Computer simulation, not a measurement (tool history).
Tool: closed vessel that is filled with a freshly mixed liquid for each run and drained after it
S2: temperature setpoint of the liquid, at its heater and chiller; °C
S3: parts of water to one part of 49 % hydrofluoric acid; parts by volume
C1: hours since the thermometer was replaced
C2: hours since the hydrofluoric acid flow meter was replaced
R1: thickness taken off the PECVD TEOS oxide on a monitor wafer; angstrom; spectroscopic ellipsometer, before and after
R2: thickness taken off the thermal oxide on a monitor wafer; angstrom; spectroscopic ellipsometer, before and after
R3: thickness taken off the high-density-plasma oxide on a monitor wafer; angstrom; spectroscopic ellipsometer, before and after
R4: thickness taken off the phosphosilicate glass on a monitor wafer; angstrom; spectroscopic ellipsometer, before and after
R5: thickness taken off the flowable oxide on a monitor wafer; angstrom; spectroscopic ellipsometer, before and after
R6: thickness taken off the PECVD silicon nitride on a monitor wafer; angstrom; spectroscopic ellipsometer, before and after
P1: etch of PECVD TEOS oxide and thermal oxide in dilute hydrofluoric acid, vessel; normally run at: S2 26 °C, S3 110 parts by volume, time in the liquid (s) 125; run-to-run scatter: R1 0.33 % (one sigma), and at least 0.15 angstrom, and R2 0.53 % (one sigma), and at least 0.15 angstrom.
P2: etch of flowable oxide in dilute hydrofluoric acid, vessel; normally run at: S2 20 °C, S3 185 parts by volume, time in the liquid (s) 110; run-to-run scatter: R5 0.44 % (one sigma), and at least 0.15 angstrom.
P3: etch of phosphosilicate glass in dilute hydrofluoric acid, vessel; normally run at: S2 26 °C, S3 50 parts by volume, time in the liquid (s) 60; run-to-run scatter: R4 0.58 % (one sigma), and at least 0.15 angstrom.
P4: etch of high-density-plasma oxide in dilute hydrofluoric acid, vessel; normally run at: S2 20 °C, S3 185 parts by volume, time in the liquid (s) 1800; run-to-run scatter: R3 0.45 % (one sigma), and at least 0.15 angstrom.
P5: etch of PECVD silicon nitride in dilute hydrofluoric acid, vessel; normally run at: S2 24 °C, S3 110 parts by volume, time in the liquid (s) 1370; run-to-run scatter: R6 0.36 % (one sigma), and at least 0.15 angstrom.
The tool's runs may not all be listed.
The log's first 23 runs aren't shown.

{"run": 24, "hour": 103.4, "process that ran": "P1", "S2": 26, "S3": 110, "time in the liquid (s)": 125, "C1": 689.8, "C2": 15.2, "R1": 232.59, "R2": 56.017}
{"run": 25, "hour": 108.1, "process that ran": "P2", "S2": 20, "S3": 185, "time in the liquid (s)": 110, "C1": 694.5, "C2": 19.9, "R5": 189.8}
{"run": 26, "hour": 111.8, "process that ran": "P3", "S2": 26, "S3": 50, "time in the liquid (s)": 110, "C1": 698.2, "C2": 23.6, "R4": 4590.3}
{"run": 27, "hour": 115.9, "process that ran": "P1", "S2": 26, "S3": 45, "time in the liquid (s)": 125, "C1": 702.3, "C2": 27.7, "R1": 621.02, "R2": 148.53}
{"run": 28, "hour": 120.3, "process that ran": "P3", "S2": 26, "S3": 50, "time in the liquid (s)": 60, "C1": 706.7, "C2": 32.1, "R4": 2512}
{"run": 29, "hour": 123.9, "process that ran": "P1", "S2": 26, "S3": 180, "time in the liquid (s)": 125, "C1": 710.3, "C2": 35.7, "R1": 131.19, "R2": 30.831}
{"run": 30, "hour": 127.9, "process that ran": "P1", "S2": 17.5, "S3": 110, "time in the liquid (s)": 125, "C1": 714.3, "C2": 39.7, "R1": 165.35, "R2": 39.078}
{"run": 31, "hour": 130.8, "process that ran": "P5", "S2": 24, "S3": 35, "time in the liquid (s)": 1370, "C1": 717.2, "C2": 42.6, "R6": 1450.7}
{"run": 32, "hour": 134.1, "process that ran": "P1", "S2": 31, "S3": 75, "time in the liquid (s)": 125, "C1": 720.5, "C2": 45.9, "R1": 436.33, "R2": 103.24}
{"run": 33, "hour": 139.3, "process that ran": "P1", "S2": 26, "S3": 110, "time in the liquid (s)": 125, "C1": 725.7, "C2": 51.1, "R1": 233.58, "R2": 55.311}
{"run": 34, "hour": 144.4, "process that ran": "P1", "S2": 26, "S3": 110, "time in the liquid (s)": 125, "C1": 730.8, "C2": 56.2, "R1": 238.96, "R2": 56.957}
{"run": 35, "hour": 147.0, "process that ran": "P1", "S2": 26, "S3": 110, "time in the liquid (s)": 125, "C1": 733.4, "C2": 58.8, "R1": 240.33, "R2": 56.692}

Forecast run 36:
{"run": 36, "hour": 152.6, "process that ran": "P1", "S2": 26, "S3": 110, "time in the liquid (s)": 125, "C1": 739, "C2": 64.4, "R1": "?", "R2": "?"}

{"run 36": {"R1": 243.21, "R2": 57.916}}
